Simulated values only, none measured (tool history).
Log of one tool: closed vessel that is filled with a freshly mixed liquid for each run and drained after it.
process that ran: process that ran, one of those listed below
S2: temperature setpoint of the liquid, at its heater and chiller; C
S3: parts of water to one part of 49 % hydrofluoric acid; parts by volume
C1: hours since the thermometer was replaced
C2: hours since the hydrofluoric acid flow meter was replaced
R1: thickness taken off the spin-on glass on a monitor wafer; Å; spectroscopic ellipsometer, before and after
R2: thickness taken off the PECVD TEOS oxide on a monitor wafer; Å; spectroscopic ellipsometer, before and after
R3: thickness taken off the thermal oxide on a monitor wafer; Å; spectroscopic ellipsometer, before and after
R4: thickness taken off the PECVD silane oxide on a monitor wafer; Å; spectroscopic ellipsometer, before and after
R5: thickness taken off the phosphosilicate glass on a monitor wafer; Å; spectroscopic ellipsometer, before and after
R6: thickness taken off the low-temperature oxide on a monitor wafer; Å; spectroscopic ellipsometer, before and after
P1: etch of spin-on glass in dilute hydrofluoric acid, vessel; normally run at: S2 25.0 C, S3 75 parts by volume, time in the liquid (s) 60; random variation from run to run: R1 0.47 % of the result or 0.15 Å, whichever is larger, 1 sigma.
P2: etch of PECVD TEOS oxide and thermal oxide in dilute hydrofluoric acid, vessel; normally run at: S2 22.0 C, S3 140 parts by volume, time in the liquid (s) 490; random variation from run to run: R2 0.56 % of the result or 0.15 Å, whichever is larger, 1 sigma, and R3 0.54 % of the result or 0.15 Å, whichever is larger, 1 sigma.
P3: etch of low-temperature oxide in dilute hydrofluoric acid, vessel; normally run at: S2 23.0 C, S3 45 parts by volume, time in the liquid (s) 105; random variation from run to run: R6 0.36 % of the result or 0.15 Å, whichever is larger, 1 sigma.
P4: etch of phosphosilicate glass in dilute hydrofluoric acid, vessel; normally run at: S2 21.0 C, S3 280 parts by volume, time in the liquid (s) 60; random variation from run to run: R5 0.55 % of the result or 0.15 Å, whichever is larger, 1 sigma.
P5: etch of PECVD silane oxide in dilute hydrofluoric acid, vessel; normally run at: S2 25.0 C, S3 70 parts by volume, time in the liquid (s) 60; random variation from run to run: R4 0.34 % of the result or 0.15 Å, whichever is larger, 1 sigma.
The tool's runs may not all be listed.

{"run": 1, "hour": 16.7, "process that ran": "P1", "S2": 25.0, "S3": 75, "time in the liquid (s)": 60, "C1": 1009.7, "C2": 463.4, "R1": 338.08}
{"run": 2, "hour": 24.4, "process that ran": "P2", "S2": 22.0, "S3": 50, "time in the liquid (s)": 490, "C1": 1017.4, "C2": 471.1, "R2": 1260.4, "R3": 441.3}
{"run": 3, "hour": 33.9, "process that ran": "P1", "S2": 20.5, "S3": 75, "time in the liquid (s)": 60, "C1": 1026.9, "C2": 480.6, "R1": 281.03}
{"run": 4, "hour": 48.2, "process that ran": "P5", "S2": 25.0, "S3": 105, "time in the liquid (s)": 60, "C1": 1041.2, "C2": 494.9, "R4": 136.51}
{"run": 5, "hour": 63.7, "process that ran": "P4", "S2": 21.0, "S3": 460, "time in the liquid (s)": 60, "C1": 1056.7, "C2": 510.4, "R5": 126.86}
{"run": 6, "hour": 72.9, "process that ran": "P1", "S2": 25.0, "S3": 75, "time in the liquid (s)": 60, "C1": 1065.9, "C2": 519.6, "R1": 337.64}
{"run": 7, "hour": 83.2, "process that ran": "P5", "S2": 25.0, "S3": 70, "time in the liquid (s)": 105, "C1": 1076.2, "C2": 529.9, "R4": 373.67}
{"run": 8, "hour": 94.2, "process that ran": "P1", "S2": 25.0, "S3": 75, "time in the liquid (s)": 115, "C1": 1087.2, "C2": 540.9, "R1": 646.33}
{"run": 9, "hour": 104.8, "process that ran": "P1", "S2": 31.5, "S3": 20, "time in the liquid (s)": 60, "C1": 1097.8, "C2": 551.5, "R1": 1796.4}
{"run": 10, "hour": 118.3, "process that ran": "P4", "S2": 21.0, "S3": 280, "time in the liquid (s)": 60, "C1": 1111.3, "C2": 565.0, "R5": 242.05}
{"run": 11, "hour": 132.7, "process that ran": "P1", "S2": 25.0, "S3": 75, "time in the liquid (s)": 60, "C1": 1125.7, "C2": 579.4, "R1": 339.7}
{"run": 12, "hour": 142.9, "process that ran": "P3", "S2": 23.0, "S3": 45, "time in the liquid (s)": 105, "C1": 1135.9, "C2": 589.6, "R6": 436.95}
{"run": 13, "hour": 151.9, "process that ran": "P4", "S2": 21.0, "S3": 280, "time in the liquid (s)": 110, "C1": 1144.9, "C2": 598.6, "R5": 441.92}
{"run": 14, "hour": 161.2, "process that ran": "P4", "S2": 21.0, "S3": 280, "time in the liquid (s)": 60, "C1": 1154.2, "C2": 607.9, "R5": 240.57}
{"run": 15, "hour": 174.6, "process that ran": "P4", "S2": 26.0, "S3": 280, "time in the liquid (s)": 60, "C1": 1167.6, "C2": 621.3, "R5": 289.07}
{"run": 16, "hour": 182.5, "process that ran": "P1", "S2": 25.0, "S3": 75, "time in the liquid (s)": 30, "C1": 1175.5, "C2": 629.2, "R1": 170.07}
{"run": 17, "hour": 190.6, "process that ran": "P5", "S2": 33.5, "S3": 70, "time in the liquid (s)": 60, "C1": 1183.6, "C2": 637.3, "R4": 299.12}
{"run": 18, "hour": 198.4, "process that ran": "P2", "S2": 22.0, "S3": 140, "time in the liquid (s)": 490, "C1": 1191.4, "C2": 645.1, "R2": 399.11, "R3": 141.86}
{"run": 19, "hour": 211.8, "process that ran": "P3", "S2": 23.0, "S3": 45, "time in the liquid (s)": 105, "C1": 1204.8, "C2": 658.5, "R6": 440.7}
{"run": 20, "hour": 227.1, "process that ran": "P5", "S2": 25.0, "S3": 70, "time in the liquid (s)": 60, "C1": 1220.1, "C2": 673.8, "R4": 212.88}
{"run": 21, "hour": 243.5, "process that ran": "P3", "S2": 23.0, "S3": 45, "time in the liquid (s)": 30, "C1": 1236.5, "C2": 690.2, "R6": 124.9}
{"run": 22, "hour": 258.1, "process that ran": "P3", "S2": 23.0, "S3": 20, "time in the liquid (s)": 105, "C1": 1251.1, "C2": 704.8, "R6": 1020.6}
{"run": 23, "hour": 266.1, "process that ran": "P1", "S2": 25.0, "S3": 75, "time in the liquid (s)": 60, "C1": 1259.1, "C2": 712.8, "R1": 337.87}
{"run": 24, "hour": 273.4, "process that ran": "P2", "S2": 29.5, "S3": 140, "time in the liquid (s)": 490, "C1": 1266.4, "C2": 720.1, "R2": 532.81, "R3": 190.14}
{"run": 25, "hour": 290.1, "process that ran": "P1", "S2": 25.0, "S3": 40, "time in the liquid (s)": 60, "C1": 1283.1, "C2": 736.8, "R1": 663.04}
{"run": 26, "hour": 301.0, "process that ran": "P3", "S2": 29.0, "S3": 45, "time in the liquid (s)": 105, "C1": 1294.0, "C2": 747.7, "R6": 558.79}
{"run": 27, "hour": 313.5, "process that ran": "P2", "S2": 22.0, "S3": 140, "time in the liquid (s)": 810, "C1": 1306.5, "C2": 760.2, "R2": 660.16, "R3": 233.74}
{"run": 28, "hour": 328.9, "process that ran": "P1", "S2": 29.0, "S3": 75, "time in the liquid (s)": 60, "C1": 1321.9, "C2": 775.6, "R1": 395.27}
{"run": 29, "hour": 341.2, "process that ran": "P1", "S2": 25.0, "S3": 135, "time in the liquid (s)": 60, "C1": 1334.2, "C2": 787.9, "R1": 174.91}

Run 30 comes next. What will it give?
{"run": 30, "hour": 352.5, "process that ran": "P1", "S2": 25.0, "S3": 75, "time in the liquid (s)": 60, "C1": 1345.5, "C2": 799.2, "R1": "?"}

Run 30 gave R1 340.06 Å.
